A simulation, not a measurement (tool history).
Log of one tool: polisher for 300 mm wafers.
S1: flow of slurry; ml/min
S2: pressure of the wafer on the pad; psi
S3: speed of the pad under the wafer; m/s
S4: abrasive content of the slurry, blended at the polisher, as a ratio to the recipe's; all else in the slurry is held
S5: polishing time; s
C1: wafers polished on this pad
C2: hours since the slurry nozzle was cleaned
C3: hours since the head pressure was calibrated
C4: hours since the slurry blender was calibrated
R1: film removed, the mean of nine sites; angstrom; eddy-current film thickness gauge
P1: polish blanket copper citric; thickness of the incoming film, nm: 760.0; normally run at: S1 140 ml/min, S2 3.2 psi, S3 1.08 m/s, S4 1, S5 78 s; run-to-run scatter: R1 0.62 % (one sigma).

run   hour   S1   S2    S3   S4   S5    C1     C2      C3     C4      R1
  1      7  140  3.2  1.08    1   78   492  555.7   962.2  214.9  1883.2
  2     14  140  3.2  1.64    1  113   558  562.7   969.2  221.9  4126.8
  3   28.4  140  3.2  1.08  0.5   78   695  577.1   983.6  236.3  1637.6
  4   42.7  140  3.2  1.58    1   78   830  591.4   997.9  250.6  2721.7
  5   56.7  140  4.6  1.08    1   78   962  605.4  1011.9  264.6  2682.5
  6   70.5  140  3.2  1.08    1   78  1093  619.2  1025.7  278.4  1879.6
  7   79.4  140  3.2  0.54    1   78  1177  628.1  1034.6  287.3   954.2
  8   93.6  140  3.2  1.08  0.7  117  1311  642.3  1048.8  301.5    2602
  9  106.2  140  3.2  1.08    1   78  1431  654.9  1061.4  314.1  1885.8
 10  118.1  140  3.2  1.08    1   78  1543  666.8  1073.3    326  1886.6
 11  124.7  140  3.2  1.08    1   78  1606  673.4  1079.9  332.6  1856.5
 12  132.4  140  3.2  1.08    1  120  1679  681.1  1087.6  340.3  2866.4
 13  143.3  140  3.2  1.08    1   48  1782    692  1098.5  351.2  1163.6
 14  154.7  140  2.4  1.08    1   78  1890  703.4  1109.9  362.6  1407.3
 15  162.5  140  3.2  1.34    1  110  1963  711.2  1117.7  370.4  3274.7
 16  176.5   95  3.2  1.08    1   78  2096  725.2  1131.7  384.4  1710.7
 17  189.1  215  3.2  1.08    1   78  2215  737.8  1144.3    397  2004.6
 18  196.5  140  3.2  1.08  1.4   78  2285  745.2  1151.7  404.4  2046.2
 19  204.5  140  3.2  1.08    1   78  2361  753.2  1159.7  412.4  1871.9
 20  216.9  140  3.2  1.08    1   78  2478  765.6  1172.1  424.8  1839.5
 21    231  140  3.2  1.08    1   78  2612  779.7  1186.2  438.9  1799.2
 22  244.4  140  3.2  1.08    1   78  2738  793.1  1199.6  452.3  1769.4
 23  254.9  140  3.2  1.08    1   78  2838  803.6  1210.1  462.8  1741.9
     260.4  -- worn pad replaced by a new one
     264.2  -- slurry blender recalibrated
 24  264.5  140  3.2  1.08    1   78    39  813.2  1219.7    0.4  1719.1
 25  273.6  140  3.2  1.08    1   78   125  822.3  1228.8    9.5    1724
 26  281.3  140  3.2  1.08    1   78   198    830  1236.5   17.2  1722.3
 27  291.4  140  3.2  1.08    1   78   293  840.1  1246.6   27.3  1703.1
 28  300.3  140  3.2  1.08    1   78   377    849  1255.5   36.2  1712.5
 29  314.3  140  3.2  1.08    1   78   510    863  1269.5   50.2  1693.4
 30  326.2  140  3.2  1.08    1   78   622  874.9  1281.4   62.1  1700.1

What P1 gives has crept away from where it was. These 2 causes fit the log equally well, each at the size given:
A: head's pressure below its setpoint, % = 9.44
B: slurry flow missing at the pad, % = 34.9
The creep began at about hour 204.5.
Why every other cause is out:
removal rate lost through wear of the pad, %: serviced at hour 260.4, which brought nothing back
abrasive missing from the slurry, %: serviced at hour 264.2, which brought nothing back

4 check runs are offered, each on 5 wafers whose results are averaged, their results left as question marks. Which one tells the causes apart?
check 1  338.1  140  3.2   0.7    1   78                   ?
check 2  338.1  140  3.2  0.56    1   49                   ?
check 3  338.1  185  3.2  1.08  1.4   78                   ?
check 4  338.1  140  3.2  1.08  0.6  116                   ?

What each check would give under each cause:
  check  result    if A    if B
check 1      R1  1119.9  1118.7
check 2      R1  567.78  566.71
check 3      R1  1922.1  1964.2
check 4      R1  2282.4  2282.6
How far apart the two closest causes lie, in the result that separates them most: check 1 0.11 %; check 2 0.19 %; check 3 2.17 %; check 4 0.01 %
Only check 3 tells the causes apart: in the others they would give nearly the same result.

Then check 3 was run and gave: R1 1969.3 angstrom. Which cause is it?

It is B: slurry flow missing at the pad, %.
